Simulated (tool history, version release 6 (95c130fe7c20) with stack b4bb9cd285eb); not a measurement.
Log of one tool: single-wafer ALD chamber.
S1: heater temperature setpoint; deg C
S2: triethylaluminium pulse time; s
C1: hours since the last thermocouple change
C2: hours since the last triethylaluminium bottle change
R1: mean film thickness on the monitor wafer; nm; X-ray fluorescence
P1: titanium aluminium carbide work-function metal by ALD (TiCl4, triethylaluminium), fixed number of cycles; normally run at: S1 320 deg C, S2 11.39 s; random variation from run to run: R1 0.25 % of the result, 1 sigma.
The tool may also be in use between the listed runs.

run 1 hour=16.4 | S1=320 S2=11.39 | C1=531.3 C2=190.2 | R1=2.1765
run 2 hour=28.5 | S1=299 S2=7.77 | C1=543.4 C2=202.3 | R1=1.8887
-- hour=30 triethylaluminium bottle replaced
run 3 hour=43.2 | S1=320 S2=11.39 | C1=558.1 C2=13.2 | R1=2.1727
run 4 hour=52.5 | S1=320 S2=11.39 | C1=567.4 C2=22.5 | R1=2.1827
run 5 hour=60.7 | S1=344 S2=11.39 | C1=575.6 C2=30.7 | R1=2.3832
run 6 hour=74.9 | S1=339 S2=16.34 | C1=589.8 C2=44.9 | R1=2.3668
run 7 hour=83.5 | S1=296 S2=11.39 | C1=598.4 C2=53.5 | R1=1.9654
run 8 hour=91.1 | S1=320 S2=11.39 | C1=606 C2=61.1 | R1=2.1665
run 9 hour=106.3 | S1=320 S2=11.39 | C1=621.2 C2=76.3 | R1=2.174
run 10 hour=113.9 | S1=335 S2=5.27 | C1=628.8 C2=83.9 | R1=1.9593
run 11 hour=122.9 | S1=320 S2=15.42 | C1=637.8 C2=92.9 | R1=2.1978
run 12 hour=138.4 | S1=320 S2=4.31 | C1=653.3 C2=108.4 | R1=1.7094
run 13 hour=153 | S1=320 S2=11.39 | C1=667.9 C2=123 | R1=2.1806
run 14 hour=168.8 | S1=320 S2=11.39 | C1=683.7 C2=138.8 | R1=2.1532
run 15 hour=179.4 | S1=320 S2=11.39 | C1=694.3 C2=149.4 | R1=2.1448
run 16 hour=189.2 | S1=320 S2=11.39 | C1=704.1 C2=159.2 | R1=2.1343
run 17 hour=204.5 | S1=320 S2=11.39 | C1=719.4 C2=174.5 | R1=2.1396
run 18 hour=214.7 | S1=320 S2=11.39 | C1=729.6 C2=184.7 | R1=2.1299
run 19 hour=223.1 | S1=320 S2=11.39 | C1=738 C2=193.1 | R1=2.1308
run 20 hour=235.9 | S1=320 S2=11.39 | C1=750.8 C2=205.9 | R1=2.1239
run 21 hour=252.5 | S1=320 S2=11.39 | C1=767.4 C2=222.5 | R1=2.127
run 22 hour=267.5 | S1=320 S2=11.39 | C1=782.4 C2=237.5 | R1=2.1118
run 23 hour=276 | S1=320 S2=11.39 | C1=790.9 C2=246 | R1=2.1182

What P1 gives has crept away from where it was. These 2 causes fit the log equally well, each at the size given:
A: wafer temperature below the value expected at the setpoint (K) = 5.48
B: triethylaluminium dose below that of a fresh bottle (%) = 19
The creep began at about hour 153.

4 check runs are offered, one wafer each, their results left as question marks. Which one tells the causes apart?
run check 1 hour=284.5 | S1=303 S2=11.39 | R1=?
run check 2 hour=284.5 | S1=309 S2=8.15 | R1=?
run check 3 hour=284.5 | S1=341 S2=11.39 | R1=?
run check 4 hour=284.5 | S1=299 S2=11.39 | R1=?

What each check would give under each cause:
check=check_1 result=R1 if_A=1.9741 if_B=1.9765
check=check_2 result=R1 if_A=1.9424 if_B=1.8983
check=check_3 result=R1 if_A=2.3077 if_B=2.304
check=check_4 result=R1 if_A=1.9395 if_B=1.9426
How far apart the two closest causes lie, in the result that separates them most: check 1 0.13 %; check 2 2.29 %; check 3 0.16 %; check 4 0.16 %
Only check 2 tells the causes apart: in the others they would give nearly the same result.

Check 2 was then run and gave: R1 1.9017 nm. Which cause is it?

It is B: triethylaluminium dose below that of a fresh bottle (%).
